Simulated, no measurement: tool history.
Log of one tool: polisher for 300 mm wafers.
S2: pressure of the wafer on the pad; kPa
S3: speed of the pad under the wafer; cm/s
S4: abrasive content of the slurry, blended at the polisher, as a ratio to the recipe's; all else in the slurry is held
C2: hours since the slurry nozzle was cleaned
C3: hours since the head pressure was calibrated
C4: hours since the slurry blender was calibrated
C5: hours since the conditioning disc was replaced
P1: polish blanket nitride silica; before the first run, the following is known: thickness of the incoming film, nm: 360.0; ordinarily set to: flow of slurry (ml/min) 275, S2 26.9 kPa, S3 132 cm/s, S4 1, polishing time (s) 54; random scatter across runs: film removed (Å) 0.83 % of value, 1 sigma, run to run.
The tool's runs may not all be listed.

{"run": 1, "hour": 11.4, "flow of slurry (ml/min)": 275, "S2": 26.9, "S3": 132, "S4": 1, "polishing time (s)": 54, "wafers polished on this pad": 305, "C2": 417.1, "C3": 46.4, "C4": 203.6, "C5": 69.6, "film removed (Å)": 544.74}
{"run": 2, "hour": 17.9, "flow of slurry (ml/min)": 380, "S2": 26.9, "S3": 132, "S4": 1, "polishing time (s)": 54, "wafers polished on this pad": 361, "C2": 423.6, "C3": 52.9, "C4": 210.1, "C5": 76.1, "film removed (Å)": 560.05}
{"run": 3, "hour": 30.3, "flow of slurry (ml/min)": 275, "S2": 26.9, "S3": 132, "S4": 1, "polishing time (s)": 54, "wafers polished on this pad": 467, "C2": 436, "C3": 65.3, "C4": 222.5, "C5": 88.5, "film removed (Å)": 543.62}
{"run": 4, "hour": 43.7, "flow of slurry (ml/min)": 275, "S2": 26.9, "S3": 132, "S4": 1.4, "polishing time (s)": 54, "wafers polished on this pad": 582, "C2": 449.4, "C3": 78.7, "C4": 235.9, "C5": 101.9, "film removed (Å)": 627.53}
{"run": 5, "hour": 55.3, "flow of slurry (ml/min)": 275, "S2": 26.9, "S3": 132, "S4": 1, "polishing time (s)": 35, "wafers polished on this pad": 681, "C2": 461, "C3": 90.3, "C4": 247.5, "C5": 113.5, "film removed (Å)": 357.28}
{"hour": 56.1, "done": "head pressure recalibrated"}
{"run": 6, "hour": 63.8, "flow of slurry (ml/min)": 275, "S2": 42.1, "S3": 132, "S4": 1, "polishing time (s)": 54, "wafers polished on this pad": 754, "C2": 469.5, "C3": 7.8, "C4": 256, "C5": 122, "film removed (Å)": 831.08}
{"run": 7, "hour": 74.1, "flow of slurry (ml/min)": 275, "S2": 26.9, "S3": 132, "S4": 1, "polishing time (s)": 54, "wafers polished on this pad": 842, "C2": 479.8, "C3": 18.1, "C4": 266.3, "C5": 132.3, "film removed (Å)": 541.69}
{"run": 8, "hour": 84.6, "flow of slurry (ml/min)": 415, "S2": 17.9, "S3": 132, "S4": 1, "polishing time (s)": 54, "wafers polished on this pad": 932, "C2": 490.3, "C3": 28.6, "C4": 276.8, "C5": 142.8, "film removed (Å)": 371.96}
{"run": 9, "hour": 96.8, "flow of slurry (ml/min)": 275, "S2": 26.9, "S3": 132, "S4": 0.5, "polishing time (s)": 54, "wafers polished on this pad": 1036, "C2": 502.5, "C3": 40.8, "C4": 289, "C5": 155, "film removed (Å)": 373.24}
{"run": 10, "hour": 105.5, "flow of slurry (ml/min)": 165, "S2": 26.9, "S3": 132, "S4": 1, "polishing time (s)": 54, "wafers polished on this pad": 1111, "C2": 511.2, "C3": 49.5, "C4": 297.7, "C5": 163.7, "film removed (Å)": 512.52}
{"run": 11, "hour": 112.2, "flow of slurry (ml/min)": 275, "S2": 26.9, "S3": 198, "S4": 1, "polishing time (s)": 54, "wafers polished on this pad": 1168, "C2": 517.9, "C3": 56.2, "C4": 304.4, "C5": 170.4, "film removed (Å)": 757.9}
{"run": 12, "hour": 119.9, "flow of slurry (ml/min)": 275, "S2": 26.9, "S3": 70, "S4": 1, "polishing time (s)": 54, "wafers polished on this pad": 1234, "C2": 525.6, "C3": 63.9, "C4": 312.1, "C5": 178.1, "film removed (Å)": 322.64}
{"run": 13, "hour": 131.3, "flow of slurry (ml/min)": 275, "S2": 12.4, "S3": 132, "S4": 1, "polishing time (s)": 54, "wafers polished on this pad": 1332, "C2": 537, "C3": 75.3, "C4": 323.5, "C5": 189.5, "film removed (Å)": 250.38}
{"run": 14, "hour": 141.7, "flow of slurry (ml/min)": 355, "S2": 35.2, "S3": 132, "S4": 1, "polishing time (s)": 54, "wafers polished on this pad": 1421, "C2": 547.4, "C3": 85.7, "C4": 333.9, "C5": 199.9, "film removed (Å)": 717.43}
{"run": 15, "hour": 153.0, "flow of slurry (ml/min)": 275, "S2": 26.9, "S3": 132, "S4": 1, "polishing time (s)": 74, "wafers polished on this pad": 1518, "C2": 558.7, "C3": 97, "C4": 345.2, "C5": 211.2, "film removed (Å)": 742.06}
{"run": 16, "hour": 165.8, "flow of slurry (ml/min)": 275, "S2": 26.9, "S3": 132, "S4": 1, "polishing time (s)": 54, "wafers polished on this pad": 1627, "C2": 571.5, "C3": 109.8, "C4": 358, "C5": 224, "film removed (Å)": 531.9}
{"run": 17, "hour": 177.2, "flow of slurry (ml/min)": 275, "S2": 26.9, "S3": 132, "S4": 1, "polishing time (s)": 54, "wafers polished on this pad": 1725, "C2": 582.9, "C3": 121.2, "C4": 369.4, "C5": 235.4, "film removed (Å)": 535.85}
{"run": 18, "hour": 183.7, "flow of slurry (ml/min)": 275, "S2": 26.9, "S3": 132, "S4": 1, "polishing time (s)": 54, "wafers polished on this pad": 1780, "C2": 589.4, "C3": 127.7, "C4": 375.9, "C5": 241.9, "film removed (Å)": 532.99}
{"run": 19, "hour": 194.6, "flow of slurry (ml/min)": 275, "S2": 26.9, "S3": 132, "S4": 1, "polishing time (s)": 54, "wafers polished on this pad": 1874, "C2": 600.3, "C3": 138.6, "C4": 386.8, "C5": 252.8, "film removed (Å)": 508.41}
{"run": 20, "hour": 202.6, "flow of slurry (ml/min)": 275, "S2": 26.9, "S3": 132, "S4": 1, "polishing time (s)": 54, "wafers polished on this pad": 1942, "C2": 608.3, "C3": 146.6, "C4": 394.8, "C5": 260.8, "film removed (Å)": 499.11}
{"run": 21, "hour": 208.8, "flow of slurry (ml/min)": 275, "S2": 26.9, "S3": 132, "S4": 1, "polishing time (s)": 54, "wafers polished on this pad": 1995, "C2": 614.5, "C3": 152.8, "C4": 401, "C5": 267, "film removed (Å)": 507.92}
{"hour": 209.1, "done": "conditioning disc replaced and pad reconditioned"}
{"run": 22, "hour": 220.1, "flow of slurry (ml/min)": 275, "S2": 26.9, "S3": 132, "S4": 1, "polishing time (s)": 54, "wafers polished on this pad": 2092, "C2": 625.8, "C3": 164.1, "C4": 412.3, "C5": 11.1, "film removed (Å)": 497.47}
{"run": 23, "hour": 231.5, "flow of slurry (ml/min)": 275, "S2": 26.9, "S3": 132, "S4": 1, "polishing time (s)": 54, "wafers polished on this pad": 2190, "C2": 637.2, "C3": 175.5, "C4": 423.7, "C5": 22.5, "film removed (Å)": 492.75}
{"hour": 232.7, "done": "slurry nozzle cleaned"}
{"hour": 232.9, "done": "head pressure recalibrated"}
{"run": 24, "hour": 241.5, "flow of slurry (ml/min)": 275, "S2": 26.9, "S3": 132, "S4": 1, "polishing time (s)": 54, "wafers polished on this pad": 2275, "C2": 8.8, "C3": 8.7, "C4": 433.7, "C5": 32.5, "film removed (Å)": 490.25}
{"run": 25, "hour": 254.7, "flow of slurry (ml/min)": 275, "S2": 26.9, "S3": 132, "S4": 1, "polishing time (s)": 54, "wafers polished on this pad": 2388, "C2": 22, "C3": 21.9, "C4": 446.9, "C5": 45.7, "film removed (Å)": 489.8}
{"run": 26, "hour": 264.9, "flow of slurry (ml/min)": 275, "S2": 26.9, "S3": 132, "S4": 1, "polishing time (s)": 54, "wafers polished on this pad": 2476, "C2": 32.2, "C3": 32.1, "C4": 457.1, "C5": 55.9, "film removed (Å)": 489}

The output of P1 has drifted from where it used to be. Each of the 2 causes below, taken at the size shown beside it, accounts for the log equally well:
A: abrasive missing from the slurry, % = 18.5
B: removal rate lost through wear of the pad, % = 9.37
The process output started creeping at around hour 177.2.
Each remaining cause and why it is not a fit:
slurry flow missing at the pad, %: work on it at hour 232.7, done after the drift set in, did not restore what the process gave before
head's pressure below its setpoint, %: work on it at hour 232.9, done after the drift set in, did not restore what the process gave before
time polished since the conditioner stopped cutting, s: work on it at hour 209.1, done after the drift set in, did not restore what the process gave before

Below are 4 check runs, each averaged over 3 wafers, with their results shown as question marks. Which of them would give clearly different results depending on which cause is behind the drift?
{"run": "check 1", "hour": 275.1, "flow of slurry (ml/min)": 275, "S2": 42.1, "S3": 132, "S4": 1, "polishing time (s)": 74, "film removed (Å)": "?"}
{"run": "check 2", "hour": 275.1, "flow of slurry (ml/min)": 275, "S2": 26.9, "S3": 132, "S4": 0.5, "polishing time (s)": 54, "film removed (Å)": "?"}
{"run": "check 3", "hour": 275.1, "flow of slurry (ml/min)": 275, "S2": 26.9, "S3": 102, "S4": 1, "polishing time (s)": 54, "film removed (Å)": "?"}
{"run": "check 4", "hour": 275.1, "flow of slurry (ml/min)": 350, "S2": 26.9, "S3": 132, "S4": 1, "polishing time (s)": 43, "film removed (Å)": "?"}

Expected result of each check under each candidate cause:
check=check_1 result=film_removed_(Å) if_A=1049.7 if_B=1049.5
check=check_2 result=film_removed_(Å) if_A=325.29 if_B=336.63
check=check_3 result=film_removed_(Å) if_A=398.46 if_B=398.39
check=check_4 result=film_removed_(Å) if_A=398.28 if_B=398.21
How far apart the two closest causes lie, in the result that separates them most: check 1 0.02 %; check 2 3.43 %; check 3 0.02 %; check 4 0.02 %
Only in check 2 would the causes give clearly different results; in the remaining checks their results would be nearly the same.

With check 2 done, the readings were: film removed (Å) 335.62. Identify which of the listed causes applies.

The correct cause is B, namely: removal rate lost through wear of the pad, %.

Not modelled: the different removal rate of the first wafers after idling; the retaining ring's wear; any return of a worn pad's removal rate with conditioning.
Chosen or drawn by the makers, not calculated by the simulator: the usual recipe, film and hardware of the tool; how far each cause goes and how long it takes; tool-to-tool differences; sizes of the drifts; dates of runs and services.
